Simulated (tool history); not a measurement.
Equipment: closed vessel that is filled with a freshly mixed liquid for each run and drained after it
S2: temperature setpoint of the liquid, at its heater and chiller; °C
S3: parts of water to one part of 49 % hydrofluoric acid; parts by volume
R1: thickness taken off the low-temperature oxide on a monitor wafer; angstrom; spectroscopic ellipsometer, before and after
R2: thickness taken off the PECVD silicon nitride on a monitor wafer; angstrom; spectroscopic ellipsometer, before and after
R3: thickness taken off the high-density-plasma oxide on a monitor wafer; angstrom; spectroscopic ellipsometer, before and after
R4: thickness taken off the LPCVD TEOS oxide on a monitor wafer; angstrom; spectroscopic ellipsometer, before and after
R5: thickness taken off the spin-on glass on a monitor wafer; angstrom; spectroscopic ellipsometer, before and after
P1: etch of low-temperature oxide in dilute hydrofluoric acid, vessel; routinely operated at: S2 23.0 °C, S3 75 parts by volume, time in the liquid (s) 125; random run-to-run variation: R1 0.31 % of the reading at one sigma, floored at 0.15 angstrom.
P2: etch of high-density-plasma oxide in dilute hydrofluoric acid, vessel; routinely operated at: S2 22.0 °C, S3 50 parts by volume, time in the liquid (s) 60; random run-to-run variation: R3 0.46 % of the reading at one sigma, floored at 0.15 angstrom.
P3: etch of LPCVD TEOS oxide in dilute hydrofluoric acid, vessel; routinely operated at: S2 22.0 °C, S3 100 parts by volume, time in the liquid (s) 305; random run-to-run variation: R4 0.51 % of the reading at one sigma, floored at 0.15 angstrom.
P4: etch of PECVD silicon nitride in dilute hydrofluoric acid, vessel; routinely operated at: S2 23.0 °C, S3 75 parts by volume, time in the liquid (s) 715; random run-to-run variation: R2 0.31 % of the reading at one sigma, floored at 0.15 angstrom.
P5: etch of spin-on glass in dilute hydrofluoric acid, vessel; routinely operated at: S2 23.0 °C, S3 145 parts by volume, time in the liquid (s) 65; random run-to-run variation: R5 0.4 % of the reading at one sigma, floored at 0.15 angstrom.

{"run": 1, "hour": 18.6, "process that ran": "P1", "S2": 23.0, "S3": 75, "time in the liquid (s)": 125, "R1": 336.49}
{"run": 2, "hour": 27.7, "process that ran": "P4", "S2": 23.0, "S3": 25, "time in the liquid (s)": 715, "R2": 642.44}
{"run": 3, "hour": 46.6, "process that ran": "P1", "S2": 23.0, "S3": 75, "time in the liquid (s)": 30, "R1": 80.727}
{"run": 4, "hour": 57.9, "process that ran": "P2", "S2": 29.0, "S3": 50, "time in the liquid (s)": 60, "R3": 122.58}
{"run": 5, "hour": 68.9, "process that ran": "P1", "S2": 17.0, "S3": 75, "time in the liquid (s)": 125, "R1": 261.21}
{"run": 6, "hour": 86.0, "process that ran": "P1", "S2": 23.0, "S3": 75, "time in the liquid (s)": 125, "R1": 335.93}
{"run": 7, "hour": 97.5, "process that ran": "P4", "S2": 23.0, "S3": 75, "time in the liquid (s)": 225, "R2": 69.428}
{"hour": 102.8, "done": "hydrofluoric acid flow meter replaced"}
{"run": 8, "hour": 112.9, "process that ran": "P1", "S2": 29.0, "S3": 75, "time in the liquid (s)": 125, "R1": 424.83}
{"run": 9, "hour": 130.7, "process that ran": "P3", "S2": 22.0, "S3": 100, "time in the liquid (s)": 485, "R4": 804.48}
{"run": 10, "hour": 147.9, "process that ran": "P3", "S2": 22.0, "S3": 100, "time in the liquid (s)": 305, "R4": 502.77}
{"run": 11, "hour": 163.6, "process that ran": "P1", "S2": 23.0, "S3": 75, "time in the liquid (s)": 125, "R1": 335.99}
{"run": 12, "hour": 181.8, "process that ran": "P5", "S2": 23.0, "S3": 145, "time in the liquid (s)": 95, "R5": 328.52}
{"run": 13, "hour": 195.2, "process that ran": "P1", "S2": 23.0, "S3": 75, "time in the liquid (s)": 190, "R1": 511.17}
{"run": 14, "hour": 203.4, "process that ran": "P1", "S2": 23.0, "S3": 75, "time in the liquid (s)": 125, "R1": 335.49}
{"run": 15, "hour": 215.7, "process that ran": "P1", "S2": 23.0, "S3": 75, "time in the liquid (s)": 125, "R1": 335.04}
{"run": 16, "hour": 227.2, "process that ran": "P4", "S2": 23.0, "S3": 75, "time in the liquid (s)": 715, "R2": 220.33}
{"run": 17, "hour": 235.8, "process that ran": "P1", "S2": 23.0, "S3": 20, "time in the liquid (s)": 125, "R1": 1354.3}
{"run": 18, "hour": 244.9, "process that ran": "P1", "S2": 23.0, "S3": 75, "time in the liquid (s)": 125, "R1": 334.91}
{"run": 19, "hour": 256.0, "process that ran": "P3", "S2": 22.0, "S3": 20, "time in the liquid (s)": 305, "R4": 2787.9}
{"run": 20, "hour": 267.1, "process that ran": "P5", "S2": 23.0, "S3": 75, "time in the liquid (s)": 65, "R5": 474.36}
{"run": 21, "hour": 276.1, "process that ran": "P2", "S2": 22.0, "S3": 50, "time in the liquid (s)": 60, "R3": 93.16}
{"run": 22, "hour": 293.0, "process that ran": "P1", "S2": 23.0, "S3": 110, "time in the liquid (s)": 125, "R1": 219.29}
{"run": 23, "hour": 301.2, "process that ran": "P1", "S2": 28.5, "S3": 40, "time in the liquid (s)": 125, "R1": 820.01}
{"run": 24, "hour": 319.1, "process that ran": "P5", "S2": 23.0, "S3": 145, "time in the liquid (s)": 65, "R5": 224.02}
{"run": 25, "hour": 330.6, "process that ran": "P5", "S2": 28.0, "S3": 145, "time in the liquid (s)": 65, "R5": 271.41}
{"run": 26, "hour": 343.9, "process that ran": "P3", "S2": 29.5, "S3": 100, "time in the liquid (s)": 305, "R4": 681.81}
{"run": 27, "hour": 360.3, "process that ran": "P1", "S2": 17.5, "S3": 75, "time in the liquid (s)": 30, "R1": 63.959}
{"run": 28, "hour": 378.3, "process that ran": "P2", "S2": 22.0, "S3": 50, "time in the liquid (s)": 115, "R3": 176.68}
{"run": 29, "hour": 394.1, "process that ran": "P4", "S2": 17.0, "S3": 75, "time in the liquid (s)": 715, "R2": 146.46}
{"run": 30, "hour": 408.5, "process that ran": "P2", "S2": 22.0, "S3": 85, "time in the liquid (s)": 60, "R3": 51.368}
{"run": 31, "hour": 421.8, "process that ran": "P1", "S2": 23.0, "S3": 75, "time in the liquid (s)": 125, "R1": 337.26}
{"run": 32, "hour": 433.6, "process that ran": "P1", "S2": 23.0, "S3": 75, "time in the liquid (s)": 125, "R1": 327.36}
{"run": 33, "hour": 444.9, "process that ran": "P1", "S2": 23.0, "S3": 75, "time in the liquid (s)": 125, "R1": 321.65}
{"run": 34, "hour": 461.5, "process that ran": "P1", "S2": 23.0, "S3": 75, "time in the liquid (s)": 125, "R1": 319.31}
{"run": 35, "hour": 478.0, "process that ran": "P1", "S2": 23.0, "S3": 75, "time in the liquid (s)": 125, "R1": 314.78}
{"run": 36, "hour": 494.1, "process that ran": "P1", "S2": 23.0, "S3": 75, "time in the liquid (s)": 125, "R1": 317.42}
{"run": 37, "hour": 507.9, "process that ran": "P1", "S2": 23.0, "S3": 75, "time in the liquid (s)": 125, "R1": 315.91}
{"run": 38, "hour": 519.6, "process that ran": "P1", "S2": 23.0, "S3": 75, "time in the liquid (s)": 125, "R1": 315.46}

Compared with where it was, what P1 gives has crept away. Each cause listed below fits the log as well as the rest, at the size given for it:
A: liquid colder than its thermometer reads (K) = 1.53
B: hydrofluoric acid flow below the setpoint (%) = 5.56
At approximately hour 421.8, the process output began to creep.

Of the 4 check runs listed below, each run on one wafer and each result written as a question mark, which would let you distinguish the listed causes because they would give clearly different results?
{"run": "check 1", "hour": 531.3, "process that ran": "P4", "S2": 17.0, "S3": 75, "time in the liquid (s)": 380, "R2": "?"}
{"run": "check 2", "hour": 531.3, "process that ran": "P3", "S2": 29.0, "S3": 20, "time in the liquid (s)": 305, "R4": "?"}
{"run": "check 3", "hour": 531.3, "process that ran": "P2", "S2": 26.0, "S3": 50, "time in the liquid (s)": 110, "R3": "?"}
{"run": "check 4", "hour": 531.3, "process that ran": "P5", "S2": 23.0, "S3": 95, "time in the liquid (s)": 65, "R5": "?"}

What every check run would give for each of its results, assuming each possible cause in turn:
check=check_1 result=R2 if_A=69.575 if_B=73.349
check=check_2 result=R4 if_A=3515.40 if_B=3527.70
check=check_3 result=R3 if_A=186.650 if_B=186.860
check=check_4 result=R5 if_A=341.82 if_B=341.10
Smallest distance between any two causes, each pair judged by its most separating result, in per cent: check 1 5.28 %; check 2 0.35 %; check 3 0.11 %; check 4 0.21 %
Only in check 1 would the causes give clearly different results; in the remaining checks their results would be nearly the same.

The results of check 1 are: R2 73.120 angstrom. Based on these, which of the listed causes is it?

The correct cause is B, namely: hydrofluoric acid flow below the setpoint (%).
